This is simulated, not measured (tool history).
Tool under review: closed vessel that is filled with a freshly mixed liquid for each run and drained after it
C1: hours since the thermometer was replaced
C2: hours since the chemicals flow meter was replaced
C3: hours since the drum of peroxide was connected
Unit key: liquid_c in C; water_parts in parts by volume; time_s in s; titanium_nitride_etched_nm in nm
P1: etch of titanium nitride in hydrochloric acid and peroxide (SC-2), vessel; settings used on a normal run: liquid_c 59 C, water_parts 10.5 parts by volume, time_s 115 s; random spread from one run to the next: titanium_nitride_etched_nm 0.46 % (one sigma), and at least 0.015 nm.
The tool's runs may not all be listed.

{"run": 1, "hour": 10.3, "liquid_c": 59, "water_parts": 10.5, "time_s": 115, "C1": 247.9, "C2": 1443.3, "C3": 651.9, "titanium_nitride_etched_nm": 4.7995}
{"run": 2, "hour": 18.9, "liquid_c": 44.5, "water_parts": 10.5, "time_s": 115, "C1": 256.5, "C2": 1451.9, "C3": 660.5, "titanium_nitride_etched_nm": 1.8298}
{"run": 3, "hour": 25.9, "liquid_c": 59, "water_parts": 10.5, "time_s": 115, "C1": 263.5, "C2": 1458.9, "C3": 667.5, "titanium_nitride_etched_nm": 4.8186}
{"run": 4, "hour": 33.3, "liquid_c": 59, "water_parts": 10.5, "time_s": 115, "C1": 270.9, "C2": 1466.3, "C3": 674.9, "titanium_nitride_etched_nm": 4.8126}
{"run": 5, "hour": 41.2, "liquid_c": 59, "water_parts": 10.5, "time_s": 115, "C1": 278.8, "C2": 1474.2, "C3": 682.8, "titanium_nitride_etched_nm": 4.8013}
{"run": 6, "hour": 46.6, "liquid_c": 59, "water_parts": 10.5, "time_s": 115, "C1": 284.2, "C2": 1479.6, "C3": 688.2, "titanium_nitride_etched_nm": 4.8115}
{"run": 7, "hour": 55.2, "liquid_c": 59, "water_parts": 4, "time_s": 115, "C1": 292.8, "C2": 1488.2, "C3": 696.8, "titanium_nitride_etched_nm": 9.9974}
{"run": 8, "hour": 60.3, "liquid_c": 72, "water_parts": 10.5, "time_s": 115, "C1": 297.9, "C2": 1493.3, "C3": 701.9, "titanium_nitride_etched_nm": 10.547}
{"run": 9, "hour": 71.3, "liquid_c": 49.5, "water_parts": 10.5, "time_s": 30, "C1": 308.9, "C2": 1504.3, "C3": 712.9, "titanium_nitride_etched_nm": 0.68568}
{"run": 10, "hour": 80.2, "liquid_c": 59, "water_parts": 10.5, "time_s": 115, "C1": 317.8, "C2": 1513.2, "C3": 721.8, "titanium_nitride_etched_nm": 4.8011}
{"run": 11, "hour": 89.3, "liquid_c": 59, "water_parts": 10.5, "time_s": 30, "C1": 326.9, "C2": 1522.3, "C3": 730.9, "titanium_nitride_etched_nm": 1.2579}
{"run": 12, "hour": 99.7, "liquid_c": 59, "water_parts": 10.5, "time_s": 215, "C1": 337.3, "C2": 1532.7, "C3": 741.3, "titanium_nitride_etched_nm": 8.9339}
{"run": 13, "hour": 108.7, "liquid_c": 59, "water_parts": 15, "time_s": 115, "C1": 346.3, "C2": 1541.7, "C3": 750.3, "titanium_nitride_etched_nm": 3.5497}
{"run": 14, "hour": 118.0, "liquid_c": 59, "water_parts": 4, "time_s": 220, "C1": 355.6, "C2": 1551, "C3": 759.6, "titanium_nitride_etched_nm": 19.109}
{"run": 15, "hour": 127.4, "liquid_c": 59, "water_parts": 10.5, "time_s": 115, "C1": 365, "C2": 1560.4, "C3": 769, "titanium_nitride_etched_nm": 4.8311}
{"run": 16, "hour": 135.0, "liquid_c": 59, "water_parts": 10.5, "time_s": 115, "C1": 372.6, "C2": 1568, "C3": 776.6, "titanium_nitride_etched_nm": 4.9738}
{"run": 17, "hour": 143.4, "liquid_c": 59, "water_parts": 10.5, "time_s": 115, "C1": 381, "C2": 1576.4, "C3": 785, "titanium_nitride_etched_nm": 5.0441}
{"run": 18, "hour": 154.4, "liquid_c": 59, "water_parts": 10.5, "time_s": 115, "C1": 392, "C2": 1587.4, "C3": 796, "titanium_nitride_etched_nm": 5.2043}
{"run": 19, "hour": 159.6, "liquid_c": 59, "water_parts": 10.5, "time_s": 115, "C1": 397.2, "C2": 1592.6, "C3": 801.2, "titanium_nitride_etched_nm": 5.2062}
{"run": 20, "hour": 165.8, "liquid_c": 59, "water_parts": 10.5, "time_s": 115, "C1": 403.4, "C2": 1598.8, "C3": 807.4, "titanium_nitride_etched_nm": 5.2194}
{"run": 21, "hour": 174.4, "liquid_c": 59, "water_parts": 10.5, "time_s": 115, "C1": 412, "C2": 1607.4, "C3": 816, "titanium_nitride_etched_nm": 5.2496}
{"run": 22, "hour": 184.6, "liquid_c": 59, "water_parts": 10.5, "time_s": 115, "C1": 422.2, "C2": 1617.6, "C3": 826.2, "titanium_nitride_etched_nm": 5.2897}
{"run": 23, "hour": 195.6, "liquid_c": 59, "water_parts": 10.5, "time_s": 115, "C1": 433.2, "C2": 1628.6, "C3": 837.2, "titanium_nitride_etched_nm": 5.2336}
{"run": 24, "hour": 206.8, "liquid_c": 59, "water_parts": 10.5, "time_s": 115, "C1": 444.4, "C2": 1639.8, "C3": 848.4, "titanium_nitride_etched_nm": 5.2414}

P1 has crept away from where it was. The log is fitted equally well by each of these 2 causes, at the sizes shown:
A: liquid hotter than its thermometer reads (K) = 1.47
B: chemicals flow above the setpoint (%) = 11.7
Onset of the creep was near hour 127.4.
Ruled out, with reasons:
peroxide weaker than its label (%): 8 at the very most, moving titanium_nitride_etched_nm by -7.4 %, which is either too weak or the wrong sign

You are offered 4 check runs, listed below with question marks in place of their results; each one averages 5 wafers. Which run separates the listed causes by giving clearly different results for each?
{"run": "check 1", "hour": 218.0, "liquid_c": 70.5, "water_parts": 10.5, "time_s": 45, "titanium_nitride_etched_nm": "?"}
{"run": "check 2", "hour": 218.0, "liquid_c": 49, "water_parts": 10.5, "time_s": 180, "titanium_nitride_etched_nm": "?"}
{"run": "check 3", "hour": 218.0, "liquid_c": 50, "water_parts": 10.5, "time_s": 210, "titanium_nitride_etched_nm": "?"}
{"run": "check 4", "hour": 218.0, "liquid_c": 46.5, "water_parts": 5, "time_s": 115, "titanium_nitride_etched_nm": "?"}

Outcome of each check run for each possible cause:
check=check_1 result=titanium_nitride_etched_nm if_A=4.1406 if_B=4.1647
check=check_2 result=titanium_nitride_etched_nm if_A=4.3353 if_B=4.3091
check=check_3 result=titanium_nitride_etched_nm if_A=5.4045 if_B=5.3751
check=check_4 result=titanium_nitride_etched_nm if_A=4.1832 if_B=4.0926
Per-check spread between the two closest causes, in the result where they differ most: check 1 0.58 %; check 2 0.61 %; check 3 0.55 %; check 4 2.19 %
Of the check runs offered, only check 4 discriminates between the causes; the rest would read about the same regardless of which cause applies.

After running check 4, the following was obtained: titanium_nitride_etched_nm 4.1053 nm. Which cause does this point to?

The cause is B: chemicals flow above the setpoint (%).

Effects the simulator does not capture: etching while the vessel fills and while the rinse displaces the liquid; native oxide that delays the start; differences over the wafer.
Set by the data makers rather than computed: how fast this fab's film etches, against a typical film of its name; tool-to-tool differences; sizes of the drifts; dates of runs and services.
